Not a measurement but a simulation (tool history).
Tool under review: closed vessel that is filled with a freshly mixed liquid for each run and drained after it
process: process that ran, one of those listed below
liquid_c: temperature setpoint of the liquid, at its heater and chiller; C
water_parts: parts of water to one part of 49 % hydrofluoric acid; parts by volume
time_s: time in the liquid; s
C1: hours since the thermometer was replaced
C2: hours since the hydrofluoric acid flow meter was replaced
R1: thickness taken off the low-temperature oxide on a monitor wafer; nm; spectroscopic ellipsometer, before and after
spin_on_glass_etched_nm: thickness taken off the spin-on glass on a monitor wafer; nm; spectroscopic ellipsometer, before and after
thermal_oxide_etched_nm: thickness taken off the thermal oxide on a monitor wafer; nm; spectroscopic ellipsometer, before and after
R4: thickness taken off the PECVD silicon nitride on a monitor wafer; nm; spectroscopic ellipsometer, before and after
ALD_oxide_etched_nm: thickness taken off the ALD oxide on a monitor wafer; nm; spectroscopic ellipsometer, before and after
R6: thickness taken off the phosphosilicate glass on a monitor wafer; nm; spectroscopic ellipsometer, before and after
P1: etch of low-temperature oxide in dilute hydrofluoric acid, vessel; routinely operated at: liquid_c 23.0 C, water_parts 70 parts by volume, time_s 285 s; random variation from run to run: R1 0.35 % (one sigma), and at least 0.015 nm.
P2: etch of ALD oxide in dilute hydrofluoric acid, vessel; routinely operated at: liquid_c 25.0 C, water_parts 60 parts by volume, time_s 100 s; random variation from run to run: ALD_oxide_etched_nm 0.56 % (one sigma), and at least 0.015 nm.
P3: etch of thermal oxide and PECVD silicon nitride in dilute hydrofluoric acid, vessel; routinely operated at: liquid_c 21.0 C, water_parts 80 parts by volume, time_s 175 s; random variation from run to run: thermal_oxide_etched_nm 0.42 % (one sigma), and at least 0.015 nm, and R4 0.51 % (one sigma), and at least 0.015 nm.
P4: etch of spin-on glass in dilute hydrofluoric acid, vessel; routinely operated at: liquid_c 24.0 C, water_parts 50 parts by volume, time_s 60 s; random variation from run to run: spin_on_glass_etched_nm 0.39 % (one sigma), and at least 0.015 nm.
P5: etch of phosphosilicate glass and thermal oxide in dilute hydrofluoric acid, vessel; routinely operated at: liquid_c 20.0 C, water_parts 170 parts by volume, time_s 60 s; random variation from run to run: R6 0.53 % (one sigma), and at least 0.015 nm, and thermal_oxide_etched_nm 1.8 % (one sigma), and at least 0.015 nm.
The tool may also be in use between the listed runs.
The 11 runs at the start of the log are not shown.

Run 12, hour 132.9: process P2, liquid_c 25.0 C, water_parts 60 parts by volume, time_s 100 s; C1 219.2; C2 1257.6. Result: ALD_oxide_etched_nm 20.7900 nm.
Run 13, hour 142.8: process P2, liquid_c 25.0 C, water_parts 60 parts by volume, time_s 40 s; C1 229.1; C2 1267.5. Result: ALD_oxide_etched_nm 8.3156 nm.
Run 14, hour 155.5: process P5, liquid_c 20.0 C, water_parts 170 parts by volume, time_s 30 s; C1 241.8; C2 1280.2. Result: thermal_oxide_etched_nm 0.68720 nm, R6 28.430 nm.
Run 15, hour 168.4: process P1, liquid_c 23.0 C, water_parts 70 parts by volume, time_s 285 s; C1 254.7; C2 1293.1. Result: R1 59.013 nm.
Run 16, hour 181.3: process P4, liquid_c 24.0 C, water_parts 50 parts by volume, time_s 60 s; C1 267.6; C2 1306.0. Result: spin_on_glass_etched_nm 52.843 nm.
Run 17, hour 194.6: process P5, liquid_c 28.0 C, water_parts 170 parts by volume, time_s 60 s; C1 280.9; C2 1319.3. Result: thermal_oxide_etched_nm 1.81520 nm, R6 76.743 nm.
Run 18, hour 201.2: process P3, liquid_c 21.0 C, water_parts 80 parts by volume, time_s 175 s; C1 287.5; C2 1325.9. Result: thermal_oxide_etched_nm 9.86950 nm, R4 4.08480 nm.
Run 19, hour 209.9: process P1, liquid_c 23.0 C, water_parts 70 parts by volume, time_s 285 s; C1 296.2; C2 1334.6. Result: R1 59.269 nm.
Run 20, hour 220.9: process P1, liquid_c 23.0 C, water_parts 105 parts by volume, time_s 285 s; C1 307.2; C2 1345.6. Result: R1 38.234 nm.
Run 21, hour 228.1: process P3, liquid_c 21.0 C, water_parts 80 parts by volume, time_s 30 s; C1 314.4; C2 1352.8. Result: thermal_oxide_etched_nm 1.67480 nm, R4 0.71178 nm.
Run 22, hour 240.3: process P4, liquid_c 31.0 C, water_parts 50 parts by volume, time_s 60 s; C1 326.6; C2 1365.0. Result: spin_on_glass_etched_nm 69.651 nm.
Run 23, hour 253.0: process P4, liquid_c 24.0 C, water_parts 20 parts by volume, time_s 60 s; C1 339.3; C2 1377.7. Result: spin_on_glass_etched_nm 136.300 nm.
Run 24, hour 260.1: process P1, liquid_c 23.0 C, water_parts 70 parts by volume, time_s 285 s; C1 346.4; C2 1384.8. Result: R1 59.533 nm.
Run 25, hour 269.2: process P1, liquid_c 23.0 C, water_parts 70 parts by volume, time_s 550 s; C1 355.5; C2 1393.9. Result: R1 114.310 nm.
Run 26, hour 281.0: process P2, liquid_c 25.0 C, water_parts 60 parts by volume, time_s 100 s; C1 367.3; C2 1405.7. Result: ALD_oxide_etched_nm 20.8620 nm.
Run 27, hour 287.4: process P1, liquid_c 23.0 C, water_parts 40 parts by volume, time_s 285 s; C1 373.7; C2 1412.1. Result: R1 108.590 nm.
Run 28, hour 298.3: process P1, liquid_c 23.0 C, water_parts 70 parts by volume, time_s 100 s; C1 384.6; C2 1423.0. Result: R1 20.822 nm.
Run 29, hour 311.3: process P1, liquid_c 23.0 C, water_parts 70 parts by volume, time_s 285 s; C1 397.6; C2 1436.0. Result: R1 59.440 nm.
Run 30, hour 324.2: process P1, liquid_c 23.0 C, water_parts 70 parts by volume, time_s 285 s; C1 410.5; C2 1448.9. Result: R1 61.143 nm.
Run 31, hour 332.6: process P1, liquid_c 23.0 C, water_parts 70 parts by volume, time_s 285 s; C1 418.9; C2 1457.3. Result: R1 62.510 nm.
Run 32, hour 345.7: process P1, liquid_c 23.0 C, water_parts 70 parts by volume, time_s 285 s; C1 432.0; C2 1470.4. Result: R1 62.792 nm.
Run 33, hour 358.9: process P1, liquid_c 23.0 C, water_parts 70 parts by volume, time_s 285 s; C1 445.2; C2 1483.6. Result: R1 63.110 nm.

Run 34 comes next. What will it give?
Run 34, hour 369.7: process P1, liquid_c 23.0 C, water_parts 70 parts by volume, time_s 285 s; C1 456.0; C2 1494.4. Result: R1 ?.

For run 34 the tool returned R1 63.250 nm.
